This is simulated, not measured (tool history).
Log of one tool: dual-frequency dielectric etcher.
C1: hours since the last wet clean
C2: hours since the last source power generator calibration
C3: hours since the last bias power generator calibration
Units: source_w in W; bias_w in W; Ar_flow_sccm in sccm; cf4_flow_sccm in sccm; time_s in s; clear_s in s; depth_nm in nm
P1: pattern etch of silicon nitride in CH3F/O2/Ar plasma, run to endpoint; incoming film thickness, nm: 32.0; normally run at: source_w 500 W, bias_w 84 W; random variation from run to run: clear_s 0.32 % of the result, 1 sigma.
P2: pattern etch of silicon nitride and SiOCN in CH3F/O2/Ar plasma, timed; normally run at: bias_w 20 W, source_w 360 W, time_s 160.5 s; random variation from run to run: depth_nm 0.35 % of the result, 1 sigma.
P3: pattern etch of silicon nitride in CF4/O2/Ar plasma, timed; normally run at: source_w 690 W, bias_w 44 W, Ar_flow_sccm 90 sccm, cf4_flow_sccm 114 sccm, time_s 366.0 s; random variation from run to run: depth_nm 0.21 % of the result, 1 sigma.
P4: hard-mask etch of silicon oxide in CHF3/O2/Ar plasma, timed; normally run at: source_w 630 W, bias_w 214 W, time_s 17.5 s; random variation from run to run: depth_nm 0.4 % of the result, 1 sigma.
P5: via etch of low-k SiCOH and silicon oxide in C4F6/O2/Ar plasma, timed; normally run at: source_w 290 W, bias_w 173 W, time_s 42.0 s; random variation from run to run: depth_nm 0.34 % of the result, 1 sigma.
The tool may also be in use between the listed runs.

run 1 hour=3.3 | process=P1 source_w=500 bias_w=84 | C1=320.9 C2=1231.2 C3=821.8 | clear_s=37.508
run 2 hour=9.1 | process=P3 source_w=690 bias_w=44 Ar_flow_sccm=90 cf4_flow_sccm=114 time_s=366.0 | C1=326.7 C2=1237.0 C3=827.6 | depth_nm=855.530
run 3 hour=13.0 | process=P1 source_w=670 bias_w=84 | C1=330.6 C2=1240.9 C3=831.5 | clear_s=33.591
run 4 hour=18.7 | process=P3 source_w=820 bias_w=44 Ar_flow_sccm=90 cf4_flow_sccm=114 time_s=366.0 | C1=336.3 C2=1246.6 C3=837.2 | depth_nm=994.740
run 5 hour=23.2 | process=P3 source_w=690 bias_w=44 Ar_flow_sccm=90 cf4_flow_sccm=114 time_s=201.5 | C1=340.8 C2=1251.1 C3=841.7 | depth_nm=472.690
-- hour=25.1 bias power generator calibrated
run 6 hour=26.3 | process=P4 source_w=470 bias_w=214 time_s=17.5 | C1=343.9 C2=1254.2 C3=1.2 | depth_nm=33.047
run 7 hour=29.2 | process=P5 source_w=290 bias_w=173 time_s=42.0 | C1=346.8 C2=1257.1 C3=4.1 | depth_nm=95.280
run 8 hour=32.7 | process=P3 source_w=690 bias_w=44 Ar_flow_sccm=90 cf4_flow_sccm=72 time_s=366.0 | C1=350.3 C2=1260.6 C3=7.6 | depth_nm=807.170
run 9 hour=37.3 | process=P5 source_w=350 bias_w=173 time_s=42.0 | C1=354.9 C2=1265.2 C3=12.2 | depth_nm=102.050
run 10 hour=42.4 | process=P1 source_w=320 bias_w=99 | C1=360.0 C2=1270.3 C3=17.3 | clear_s=42.106
run 11 hour=45.7 | process=P2 source_w=360 bias_w=20 time_s=160.5 | C1=363.3 C2=1273.6 C3=20.6 | depth_nm=19.820
run 12 hour=49.6 | process=P1 source_w=500 bias_w=84 | C1=367.2 C2=1277.5 C3=24.5 | clear_s=37.528
run 13 hour=55.6 | process=P2 source_w=360 bias_w=20 time_s=160.5 | C1=373.2 C2=1283.5 C3=30.5 | depth_nm=19.765
run 14 hour=62.2 | process=P1 source_w=500 bias_w=84 | C1=379.8 C2=1290.1 C3=37.1 | clear_s=37.636
run 15 hour=66.8 | process=P5 source_w=290 bias_w=233 time_s=42.0 | C1=384.4 C2=1294.7 C3=41.7 | depth_nm=105.210
run 16 hour=72.3 | process=P1 source_w=500 bias_w=84 | C1=389.9 C2=1300.2 C3=47.2 | clear_s=37.724
run 17 hour=75.9 | process=P4 source_w=630 bias_w=172 time_s=17.5 | C1=393.5 C2=1303.8 C3=50.8 | depth_nm=34.102
run 18 hour=81.8 | process=P2 source_w=360 bias_w=27 time_s=160.5 | C1=399.4 C2=1309.7 C3=56.7 | depth_nm=22.677
run 19 hour=86.2 | process=P1 source_w=500 bias_w=100 | C1=403.8 C2=1314.1 C3=61.1 | clear_s=35.256
run 20 hour=89.2 | process=P1 source_w=410 bias_w=84 | C1=406.8 C2=1317.1 C3=64.1 | clear_s=40.741
run 21 hour=92.4 | process=P3 source_w=690 bias_w=44 Ar_flow_sccm=124 cf4_flow_sccm=114 time_s=366.0 | C1=410.0 C2=1320.3 C3=67.3 | depth_nm=821.630
run 22 hour=97.0 | process=P2 source_w=430 bias_w=20 time_s=160.5 | C1=414.6 C2=1324.9 C3=71.9 | depth_nm=21.063
run 23 hour=100.6 | process=P4 source_w=630 bias_w=214 time_s=11.0 | C1=418.2 C2=1328.5 C3=75.5 | depth_nm=23.142
run 24 hour=106.1 | process=P3 source_w=690 bias_w=26 Ar_flow_sccm=90 cf4_flow_sccm=114 time_s=366.0 | C1=423.7 C2=1334.0 C3=81.0 | depth_nm=722.370
run 25 hour=109.5 | process=P4 source_w=630 bias_w=214 time_s=17.5 | C1=427.1 C2=1337.4 C3=84.4 | depth_nm=36.932
run 26 hour=115.4 | process=P5 source_w=290 bias_w=173 time_s=23.0 | C1=433.0 C2=1343.3 C3=90.3 | depth_nm=52.357

The next listed run, before its measurement:
-- hour=120.1 source power generator calibrated
run 27 hour=121.5 | process=P1 source_w=500 bias_w=84 | C1=439.1 C2=1.4 C3=96.4 | clear_s=?

clear_s: 37.530 s
